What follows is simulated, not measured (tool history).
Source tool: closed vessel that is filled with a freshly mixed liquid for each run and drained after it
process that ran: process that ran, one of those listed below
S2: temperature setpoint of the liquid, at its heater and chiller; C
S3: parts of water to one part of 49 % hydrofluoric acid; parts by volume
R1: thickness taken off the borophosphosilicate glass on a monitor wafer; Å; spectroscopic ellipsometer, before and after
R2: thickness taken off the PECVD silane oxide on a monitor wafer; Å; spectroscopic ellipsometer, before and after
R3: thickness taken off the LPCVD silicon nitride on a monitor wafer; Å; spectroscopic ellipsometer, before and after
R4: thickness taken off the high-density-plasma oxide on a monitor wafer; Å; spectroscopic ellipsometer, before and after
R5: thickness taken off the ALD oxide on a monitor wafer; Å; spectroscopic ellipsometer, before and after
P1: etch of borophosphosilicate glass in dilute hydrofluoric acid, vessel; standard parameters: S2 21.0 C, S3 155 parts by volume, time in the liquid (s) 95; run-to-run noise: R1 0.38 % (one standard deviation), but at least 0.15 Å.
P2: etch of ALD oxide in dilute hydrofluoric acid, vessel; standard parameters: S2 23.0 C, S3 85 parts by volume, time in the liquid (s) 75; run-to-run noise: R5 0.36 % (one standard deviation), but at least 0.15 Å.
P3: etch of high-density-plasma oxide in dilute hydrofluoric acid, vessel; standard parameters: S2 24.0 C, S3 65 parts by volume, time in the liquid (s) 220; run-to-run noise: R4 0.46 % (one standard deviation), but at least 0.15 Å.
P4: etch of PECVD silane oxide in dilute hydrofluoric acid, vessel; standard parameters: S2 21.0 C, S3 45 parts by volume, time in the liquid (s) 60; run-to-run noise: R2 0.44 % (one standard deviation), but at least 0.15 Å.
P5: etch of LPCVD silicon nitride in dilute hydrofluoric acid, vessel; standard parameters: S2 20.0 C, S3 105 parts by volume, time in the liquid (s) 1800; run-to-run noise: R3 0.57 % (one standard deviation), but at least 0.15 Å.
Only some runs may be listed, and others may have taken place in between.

{"run": 1, "hour": 16.9, "process that ran": "P1", "S2": 21.0, "S3": 155, "time in the liquid (s)": 95, "R1": 405.36}
{"run": 2, "hour": 27.2, "process that ran": "P4", "S2": 21.0, "S3": 45, "time in the liquid (s)": 60, "R2": 333.43}
{"run": 3, "hour": 35.2, "process that ran": "P5", "S2": 20.0, "S3": 105, "time in the liquid (s)": 3400, "R3": 132.2}
{"run": 4, "hour": 50.2, "process that ran": "P4", "S2": 21.0, "S3": 80, "time in the liquid (s)": 60, "R2": 179.49}
{"run": 5, "hour": 60.4, "process that ran": "P3", "S2": 24.0, "S3": 65, "time in the liquid (s)": 30, "R4": 25.882}
{"run": 6, "hour": 77.5, "process that ran": "P2", "S2": 23.0, "S3": 85, "time in the liquid (s)": 30, "R5": 52.248}
{"run": 7, "hour": 87.5, "process that ran": "P2", "S2": 18.0, "S3": 85, "time in the liquid (s)": 75, "R5": 107.06}
{"run": 8, "hour": 96.8, "process that ran": "P3", "S2": 24.0, "S3": 65, "time in the liquid (s)": 220, "R4": 193.48}
{"run": 9, "hour": 111.4, "process that ran": "P1", "S2": 17.0, "S3": 155, "time in the liquid (s)": 95, "R1": 345.34}
{"run": 10, "hour": 126.8, "process that ran": "P1", "S2": 21.0, "S3": 265, "time in the liquid (s)": 35, "R1": 77.569}
{"run": 11, "hour": 139.2, "process that ran": "P1", "S2": 25.5, "S3": 155, "time in the liquid (s)": 185, "R1": 934.07}
{"run": 12, "hour": 148.4, "process that ran": "P1", "S2": 21.0, "S3": 155, "time in the liquid (s)": 95, "R1": 404.07}
{"run": 13, "hour": 162.2, "process that ran": "P5", "S2": 20.0, "S3": 105, "time in the liquid (s)": 1800, "R3": 69.527}
{"hour": 162.3, "done": "thermometer replaced"}
{"run": 14, "hour": 177.5, "process that ran": "P2", "S2": 23.0, "S3": 85, "time in the liquid (s)": 75, "R5": 132.62}
{"run": 15, "hour": 189.2, "process that ran": "P2", "S2": 23.0, "S3": 85, "time in the liquid (s)": 75, "R5": 132.22}
{"run": 16, "hour": 197.7, "process that ran": "P1", "S2": 27.5, "S3": 155, "time in the liquid (s)": 95, "R1": 517.92}
{"run": 17, "hour": 208.0, "process that ran": "P1", "S2": 21.0, "S3": 155, "time in the liquid (s)": 95, "R1": 402.09}
{"run": 18, "hour": 224.3, "process that ran": "P4", "S2": 28.0, "S3": 45, "time in the liquid (s)": 60, "R2": 445.38}
{"run": 19, "hour": 241.5, "process that ran": "P1", "S2": 21.0, "S3": 155, "time in the liquid (s)": 95, "R1": 403.51}
{"run": 20, "hour": 253.7, "process that ran": "P3", "S2": 24.0, "S3": 90, "time in the liquid (s)": 220, "R4": 134.29}
{"run": 21, "hour": 262.3, "process that ran": "P5", "S2": 26.5, "S3": 105, "time in the liquid (s)": 1800, "R3": 107.91}
{"run": 22, "hour": 270.1, "process that ran": "P2", "S2": 23.0, "S3": 140, "time in the liquid (s)": 75, "R5": 75.678}
{"run": 23, "hour": 282.1, "process that ran": "P3", "S2": 17.0, "S3": 65, "time in the liquid (s)": 220, "R4": 144.15}

Run 24 is up next; what results do you expect?
{"run": 24, "hour": 294.4, "process that ran": "P5", "S2": 20.0, "S3": 60, "time in the liquid (s)": 1800, "R3": "?"}

{"run 24": {"R3": 120.87}}
